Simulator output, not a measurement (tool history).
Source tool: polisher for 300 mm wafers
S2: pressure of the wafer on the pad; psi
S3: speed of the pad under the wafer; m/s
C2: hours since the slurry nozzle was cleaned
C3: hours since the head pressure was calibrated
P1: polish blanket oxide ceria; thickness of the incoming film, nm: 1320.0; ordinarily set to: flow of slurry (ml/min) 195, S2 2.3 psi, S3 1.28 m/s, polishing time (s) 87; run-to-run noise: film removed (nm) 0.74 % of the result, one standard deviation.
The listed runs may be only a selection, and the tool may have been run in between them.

Run 1, hour 15.3: flow of slurry (ml/min) 195, S2 2.3 psi, S3 1.28 m/s, polishing time (s) 87; wafers polished on this pad 489; C2 459.0; C3 212.5. Result: film removed (nm) 323.09.
Run 2, hour 30.6: flow of slurry (ml/min) 195, S2 2.3 psi, S3 1.28 m/s, polishing time (s) 87; wafers polished on this pad 579; C2 474.3; C3 227.8. Result: film removed (nm) 325.56.
Run 3, hour 47.6: flow of slurry (ml/min) 195, S2 2.3 psi, S3 1.28 m/s, polishing time (s) 87; wafers polished on this pad 680; C2 491.3; C3 244.8. Result: film removed (nm) 327.31.
Run 4, hour 61.7: flow of slurry (ml/min) 195, S2 2.3 psi, S3 1.28 m/s, polishing time (s) 127; wafers polished on this pad 764; C2 505.4; C3 258.9. Result: film removed (nm) 481.13.
Run 5, hour 72.0: flow of slurry (ml/min) 195, S2 2.3 psi, S3 1.28 m/s, polishing time (s) 50; wafers polished on this pad 825; C2 515.7; C3 269.2. Result: film removed (nm) 187.28.
Run 6, hour 85.1: flow of slurry (ml/min) 195, S2 2.3 psi, S3 1.28 m/s, polishing time (s) 87; wafers polished on this pad 903; C2 528.8; C3 282.3. Result: film removed (nm) 327.66.
Run 7, hour 95.0: flow of slurry (ml/min) 195, S2 2.3 psi, S3 1.98 m/s, polishing time (s) 87; wafers polished on this pad 961; C2 538.7; C3 292.2. Result: film removed (nm) 501.28.
Run 8, hour 111.8: flow of slurry (ml/min) 125, S2 2.3 psi, S3 1.28 m/s, polishing time (s) 87; wafers polished on this pad 1061; C2 555.5; C3 309.0. Result: film removed (nm) 300.47.
Run 9, hour 128.2: flow of slurry (ml/min) 250, S2 2.3 psi, S3 1.28 m/s, polishing time (s) 87; wafers polished on this pad 1158; C2 571.9; C3 325.4. Result: film removed (nm) 339.45.
Run 10, hour 142.3: flow of slurry (ml/min) 285, S2 2.3 psi, S3 0.94 m/s, polishing time (s) 87; wafers polished on this pad 1242; C2 586.0; C3 339.5. Result: film removed (nm) 250.47.
At hour 151.6: slurry nozzle cleaned.
Run 11, hour 157.8: flow of slurry (ml/min) 195, S2 1.0 psi, S3 1.28 m/s, polishing time (s) 87; wafers polished on this pad 1334; C2 6.2; C3 355.0. Result: film removed (nm) 140.37.
Run 12, hour 170.5: flow of slurry (ml/min) 195, S2 2.3 psi, S3 1.28 m/s, polishing time (s) 87; wafers polished on this pad 1409; C2 18.9; C3 367.7. Result: film removed (nm) 321.49.
Run 13, hour 183.8: flow of slurry (ml/min) 195, S2 3.2 psi, S3 1.28 m/s, polishing time (s) 119; wafers polished on this pad 1488; C2 32.2; C3 381.0. Result: film removed (nm) 624.15.
Run 14, hour 198.2: flow of slurry (ml/min) 195, S2 3.2 psi, S3 1.28 m/s, polishing time (s) 87; wafers polished on this pad 1574; C2 46.6; C3 395.4. Result: film removed (nm) 453.99.
Run 15, hour 207.1: flow of slurry (ml/min) 195, S2 2.3 psi, S3 0.58 m/s, polishing time (s) 87; wafers polished on this pad 1626; C2 55.5; C3 404.3. Result: film removed (nm) 147.95.
Run 16, hour 215.5: flow of slurry (ml/min) 195, S2 2.3 psi, S3 1.28 m/s, polishing time (s) 87; wafers polished on this pad 1676; C2 63.9; C3 412.7. Result: film removed (nm) 326.57.
Run 17, hour 231.9: flow of slurry (ml/min) 195, S2 2.3 psi, S3 1.28 m/s, polishing time (s) 87; wafers polished on this pad 1773; C2 80.3; C3 429.1. Result: film removed (nm) 312.71.
Run 18, hour 241.7: flow of slurry (ml/min) 195, S2 2.3 psi, S3 1.28 m/s, polishing time (s) 87; wafers polished on this pad 1832; C2 90.1; C3 438.9. Result: film removed (nm) 312.83.

Run 19 comes next. What will it give?
Run 19, hour 252.1: flow of slurry (ml/min) 195, S2 2.3 psi, S3 1.28 m/s, polishing time (s) 87; wafers polished on this pad 1893; C2 100.5; C3 449.3. Result: film removed (nm) ?.

film removed (nm): 312.75
